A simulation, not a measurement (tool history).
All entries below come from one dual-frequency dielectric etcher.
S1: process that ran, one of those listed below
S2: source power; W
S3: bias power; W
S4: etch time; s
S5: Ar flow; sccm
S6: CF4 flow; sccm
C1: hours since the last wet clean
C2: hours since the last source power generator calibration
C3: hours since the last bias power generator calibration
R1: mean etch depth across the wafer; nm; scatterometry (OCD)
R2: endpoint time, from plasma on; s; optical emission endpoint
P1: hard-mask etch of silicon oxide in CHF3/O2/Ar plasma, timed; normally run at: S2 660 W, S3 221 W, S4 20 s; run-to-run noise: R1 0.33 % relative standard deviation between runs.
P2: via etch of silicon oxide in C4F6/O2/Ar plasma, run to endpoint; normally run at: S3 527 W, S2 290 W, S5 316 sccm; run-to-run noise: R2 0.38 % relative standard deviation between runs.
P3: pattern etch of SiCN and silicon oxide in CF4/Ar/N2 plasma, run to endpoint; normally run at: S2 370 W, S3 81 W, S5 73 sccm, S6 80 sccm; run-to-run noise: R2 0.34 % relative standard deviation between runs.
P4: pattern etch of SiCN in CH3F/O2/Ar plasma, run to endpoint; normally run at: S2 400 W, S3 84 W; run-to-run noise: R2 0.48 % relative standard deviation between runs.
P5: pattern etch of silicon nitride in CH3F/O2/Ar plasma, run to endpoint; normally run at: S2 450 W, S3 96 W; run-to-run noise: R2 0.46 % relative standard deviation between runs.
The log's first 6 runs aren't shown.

run	hour	S1	S2	S3	S4	S5	S6	C1	C2	C3	R1	R2
7	54.7	P2	290	527		316		288.4	558.5	2030.8		18.261
8	65.5	P1	660	221	20			299.2	569.3	2041.6	43.306	
9	75.8	P1	490	280	20			309.5	579.6	2051.9	41.888	
10	83.5	P2	290	527		423		317.2	587.3	2059.6		18.857
11	94.4	P3	370	81		73	59	328.1	598.2	2070.5		17.932
12	104.5	P1	660	221	20			338.2	608.3	2080.6	42.959	
13	112.1	P1	660	152	26.5			345.8	615.9	2088.2	50.744	
14	124	P3	370	81		73	80	357.7	627.8	2100.1		17.288
15	134.1	P1	660	285	20			367.8	637.9	2110.2	47.093	
16	145	P4	400	117				378.7	648.8	2121.1		27.581
17	155.9	P3	370	54		73	80	389.6	659.7	2132		19.568
18	162.5	P1	660	168	20			396.2	666.3	2138.6	39.303	
19	170.2	P4	400	84				403.9	674	2146.3		31.45
20	178.5	P1	660	221	15.5			412.2	682.3	2154.6	33.51	
21	186.6	P1	660	221	20			420.3	690.4	2162.7	43.185	
22	195.7	P4	520	84				429.4	699.5	2171.8		28.163
23	202.2	P1	480	221	20			435.9	706	2178.3	38.439	
24	212.4	P1	660	221	20			446.1	716.2	2188.5	42.88	
25	221.6	P1	660	221	28			455.3	725.4	2197.7	60.734	
26	232.9	P3	370	81		59	80	466.6	736.7	2209		16.948
27	239.4	P4	400	84				473.1	743.2	2215.5		31.548

Predict the results of run 28:
28	247.1	P2	390	527		316		480.8	750.9	2223.2		?

Run 28 gave R2 16.318 s.
